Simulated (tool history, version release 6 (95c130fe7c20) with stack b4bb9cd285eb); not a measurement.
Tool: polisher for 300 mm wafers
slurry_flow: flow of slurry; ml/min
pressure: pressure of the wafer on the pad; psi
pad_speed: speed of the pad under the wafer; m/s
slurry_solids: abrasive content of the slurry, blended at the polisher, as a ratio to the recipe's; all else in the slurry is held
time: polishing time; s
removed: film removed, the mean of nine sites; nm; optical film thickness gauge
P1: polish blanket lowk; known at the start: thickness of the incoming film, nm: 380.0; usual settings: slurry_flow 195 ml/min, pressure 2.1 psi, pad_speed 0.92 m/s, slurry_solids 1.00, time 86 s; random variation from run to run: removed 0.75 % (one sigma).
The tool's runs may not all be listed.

| run | hour | slurry_flow | pressure | pad_speed | slurry_solids | time | wafers polished on this pad | hours since the slurry nozzle was cleaned | hours since the head pressure was calibrated | hours since the slurry blender was calibrated | hours since the conditioning disc was replaced | removed |
|---|---|---|---|---|---|---|---|---|---|---|---|---|
| 1 | 15.6 | 195 | 2.1 | 0.92 | 1.00 | 86 | 641 | 278.2 | 194.2 | 334.7 | 72.9 | 41.752 |
| 2 | 31.7 | 195 | 2.1 | 0.92 | 1.00 | 86 | 837 | 294.3 | 210.3 | 350.8 | 89.0 | 42.152 |
| 3 | 48.6 | 195 | 2.1 | 1.38 | 1.00 | 86 | 1043 | 311.2 | 227.2 | 367.7 | 105.9 | 57.918 |
| 4 | 63.1 | 195 | 2.1 | 0.92 | 1.00 | 86 | 1220 | 325.7 | 241.7 | 382.2 | 120.4 | 41.771 |
| 5 | 78.0 | 195 | 1.1 | 0.92 | 1.00 | 86 | 1401 | 340.6 | 256.6 | 397.1 | 135.3 | 21.916 |
| 6 | 87.7 | 195 | 2.1 | 0.92 | 0.60 | 86 | 1520 | 350.3 | 266.3 | 406.8 | 145.0 | 32.148 |
| 7 | 105.6 | 195 | 2.1 | 0.92 | 1.00 | 41 | 1738 | 368.2 | 284.2 | 424.7 | 162.9 | 19.829 |
| 8 | 117.3 | 195 | 3.1 | 1.36 | 1.00 | 86 | 1880 | 379.9 | 295.9 | 436.4 | 174.6 | 84.536 |
| 9 | 130.3 | 195 | 2.1 | 0.92 | 1.00 | 86 | 2039 | 392.9 | 308.9 | 449.4 | 187.6 | 41.676 |
|  | 138.0 | slurry blender recalibrated |
| 10 | 141.8 | 195 | 2.1 | 0.92 | 1.00 | 86 | 2179 | 404.4 | 320.4 | 3.8 | 199.1 | 41.645 |
| 11 | 153.8 | 195 | 2.1 | 0.92 | 1.00 | 86 | 2325 | 416.4 | 332.4 | 15.8 | 211.1 | 41.786 |
| 12 | 164.9 | 195 | 2.1 | 0.92 | 1.35 | 65 | 2460 | 427.5 | 343.5 | 26.9 | 222.2 | 36.037 |
| 13 | 177.8 | 195 | 2.1 | 0.92 | 1.50 | 86 | 2617 | 440.4 | 356.4 | 39.8 | 235.1 | 48.755 |
| 14 | 191.4 | 195 | 2.1 | 0.92 | 1.00 | 86 | 2783 | 454.0 | 370.0 | 53.4 | 248.7 | 41.590 |
| 15 | 201.6 | 195 | 2.1 | 0.48 | 1.00 | 86 | 2907 | 464.2 | 380.2 | 63.6 | 258.9 | 24.657 |
| 16 | 216.6 | 195 | 2.9 | 0.92 | 1.00 | 86 | 3090 | 479.2 | 395.2 | 78.6 | 273.9 | 57.492 |
| 17 | 225.0 | 195 | 2.1 | 0.92 | 1.00 | 125 | 3192 | 487.6 | 403.6 | 87.0 | 282.3 | 60.491 |
| 18 | 241.5 | 115 | 2.1 | 0.92 | 1.00 | 86 | 3393 | 504.1 | 420.1 | 103.5 | 298.8 | 38.283 |
| 19 | 252.7 | 270 | 2.1 | 0.92 | 1.00 | 86 | 3530 | 515.3 | 431.3 | 114.7 | 310.0 | 43.298 |
| 20 | 261.7 | 195 | 2.1 | 0.92 | 1.00 | 86 | 3639 | 524.3 | 440.3 | 123.7 | 319.0 | 41.852 |
| 21 | 277.2 | 195 | 2.1 | 0.92 | 1.00 | 86 | 3828 | 539.8 | 455.8 | 139.2 | 334.5 | 39.510 |

Run 22 comes next. What will it give?
| 22 | 288.3 | 195 | 2.1 | 0.92 | 1.00 | 86 | 3963 | 550.9 | 466.9 | 150.3 | 345.6 | ? |

Run 22 gave removed 38.697 nm.
